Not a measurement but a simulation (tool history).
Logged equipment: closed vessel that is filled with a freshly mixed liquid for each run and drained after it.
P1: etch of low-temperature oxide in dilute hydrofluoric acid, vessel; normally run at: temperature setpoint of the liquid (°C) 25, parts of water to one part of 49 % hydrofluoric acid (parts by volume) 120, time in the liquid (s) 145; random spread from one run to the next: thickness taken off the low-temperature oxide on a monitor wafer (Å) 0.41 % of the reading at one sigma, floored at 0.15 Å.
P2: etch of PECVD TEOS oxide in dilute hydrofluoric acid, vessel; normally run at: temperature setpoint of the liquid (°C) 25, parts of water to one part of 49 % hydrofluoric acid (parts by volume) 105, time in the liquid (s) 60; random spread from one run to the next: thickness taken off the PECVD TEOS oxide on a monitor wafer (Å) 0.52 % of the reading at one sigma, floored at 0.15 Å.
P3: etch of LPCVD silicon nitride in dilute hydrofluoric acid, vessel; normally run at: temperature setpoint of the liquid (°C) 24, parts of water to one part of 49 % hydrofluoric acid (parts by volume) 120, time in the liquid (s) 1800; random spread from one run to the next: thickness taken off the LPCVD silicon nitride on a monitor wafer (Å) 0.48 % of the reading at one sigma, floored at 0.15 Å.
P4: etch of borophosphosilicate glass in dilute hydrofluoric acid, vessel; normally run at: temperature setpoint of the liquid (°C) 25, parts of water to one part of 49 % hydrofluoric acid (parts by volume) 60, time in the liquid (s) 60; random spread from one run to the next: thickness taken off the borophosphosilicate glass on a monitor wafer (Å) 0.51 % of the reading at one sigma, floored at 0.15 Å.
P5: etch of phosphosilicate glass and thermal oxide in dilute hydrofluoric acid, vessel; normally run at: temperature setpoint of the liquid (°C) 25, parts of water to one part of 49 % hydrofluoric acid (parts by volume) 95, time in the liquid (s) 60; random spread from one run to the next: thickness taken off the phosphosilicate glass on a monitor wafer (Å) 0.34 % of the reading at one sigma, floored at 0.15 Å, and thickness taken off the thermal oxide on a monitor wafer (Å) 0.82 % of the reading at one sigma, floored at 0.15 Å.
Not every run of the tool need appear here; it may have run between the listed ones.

run	hour	process that ran	temperature setpoint of the liquid (°C)	parts of water to one part of 49 % hydrofluoric acid (parts by volume)	time in the liquid (s)	hours since the thermometer was replaced	hours since the hydrofluoric acid flow meter was replaced	thickness taken off the low-temperature oxide on a monitor wafer (Å)	thickness taken off the PECVD TEOS oxide on a monitor wafer (Å)	thickness taken off the LPCVD silicon nitride on a monitor wafer (Å)	thickness taken off the phosphosilicate glass on a monitor wafer (Å)	thickness taken off the thermal oxide on a monitor wafer (Å)	thickness taken off the borophosphosilicate glass on a monitor wafer (Å)
1	5.9	P1	25	120	145	2192	1014.5	437.04					
2	9.2	P2	25	105	30	2195.3	1017.8		71.146				
3	13.6	P3	24	120	1800	2199.7	1022.2			83.628			
4	19.1	P1	25	210	225	2205.2	1027.7	349.81					
5	23.8	P1	25	120	145	2209.9	1032.4	438.13					
6	27.8	P5	25	95	60	2213.9	1036.4				1282.3	31.12	
7	30.6	P4	25	25	60	2216.7	1039.2						991.96
8	33.9	P1	25	120	145	2220	1042.5	437.4					
9	39.2	P1	21	120	145	2225.3	1047.8	373.33					
10	42.9	P1	25	120	145	2229	1051.5	436.86					
11	48.2	P1	30.5	165	145	2234.3	1056.8	369.76					
12	53.7	P5	25	95	105	2239.8	1062.3				2239.7	54.199	
13	57.6	P4	21	60	60	2243.7	1066.2						335.97
14	63.6	P2	17	105	60	2249.7	1072.2		103.06				
15	68.3	P3	24	195	1800	2254.4	1076.9			51.369			
16	72.4	P1	32	120	145	2258.5	1081	569.03					
17	76.3	P3	24	120	3400	2262.4	1084.9			158.04			
18	80.7	P1	25	170	145	2266.8	1089.3	292.02					
19	85.6	P2	25	185	60	2271.7	1094.2		72.884				
20	90.2	P5	25	95	60	2276.3	1098.8				1274.4	31.23	
21	93.5	P1	25	120	145	2279.6	1102.1	437.62					
22	96.4	P4	25	60	30	2282.5	1105						196.63
23	101.6	P5	25	170	60	2287.7	1110.2				654.07	16.312	
24	106.8	P4	25	60	60	2292.9	1115.4						396.79
25	111.8	P1	25	190	250	2297.9	1120.4	442.25					
26	117.5	P1	25	65	145	2303.6	1126.1	867.9					
27	123.2	P1	25	120	255	2309.3	1131.8	770.55					
28	127.6	P2	25	105	60	2313.7	1136.2		141.68				
29	130.5	P2	25	105	60	2316.6	1139.1		141.56				
30	134	P4	25	60	60	2320.1	1142.6						392.82
31	139.8	P1	25	120	30	2325.9	1148.4	90.724					
32	144.9	P5	31	95	60	2331	1153.5				1599.5	39.318	
33	149	P1	25	120	145	2335.1	1157.6	434.37					
34	153.7	P3	17	120	1800	2339.8	1162.3			51.842			
35	158.8	P1	25	120	145	2344.9	1167.4	438.79					
36	163.6	P1	25	120	145	2349.7	1172.2	429.5					
37	166.9	P1	25	120	145	2353	1175.5	424.15					
38	171.3	P1	25	120	145	2357.4	1179.9	420.31					
39	176.3	P1	25	120	145	2362.4	1184.9	419.21					
40	180.6	P1	25	120	145	2366.7	1189.2	420.52					
41	186.5	P1	25	120	145	2372.6	1195.1	414.45					
42	191.9	P1	25	120	145	2378	1200.5	414.55					
43	194.5	P1	25	120	145	2380.6	1203.1	413.47					

What P1 gives has crept off from where it sat before. The 2 causes that follow fit the log equally well, each at the size noted:
A: liquid colder than its thermometer reads (K) = 1.39
B: hydrofluoric acid flow below the setpoint (%) = 4.6
Onset of the creep was near hour 158.8.

Of the 4 check runs listed below, each run on one wafer and each result written as a question mark, which would let you distinguish the listed causes because they would give clearly different results?
check 1	197.1	P3	24	120	1800					?			
check 2	197.1	P5	25	95	60						?	?	
check 3	197.1	P2	25	105	60				?				
check 4	197.1	P4	25	60	60								?

What each check would give under each cause:
check	result	if A	if B
check 1	thickness taken off the LPCVD silicon nitride on a monitor wafer (Å)	76.028	79.508
check 2	thickness taken off the phosphosilicate glass on a monitor wafer (Å)	1209.1	1211.8
check 2	thickness taken off the thermal oxide on a monitor wafer (Å)	29.52	29.586
check 3	thickness taken off the PECVD TEOS oxide on a monitor wafer (Å)	133.83	134.01
check 4	thickness taken off the borophosphosilicate glass on a monitor wafer (Å)	373.04	375.17
Separation of the two closest causes in each check, using whichever result separates them best: check 1 4.48 %; check 2 0.23 %; check 3 0.14 %; check 4 0.57 %
Check 1 tells the causes apart: in the others they would give nearly the same result.

After running check 1, the following was obtained: thickness taken off the LPCVD silicon nitride on a monitor wafer (Å) 75.498. Which cause does this point to?

The cause is A: liquid colder than its thermometer reads (K).
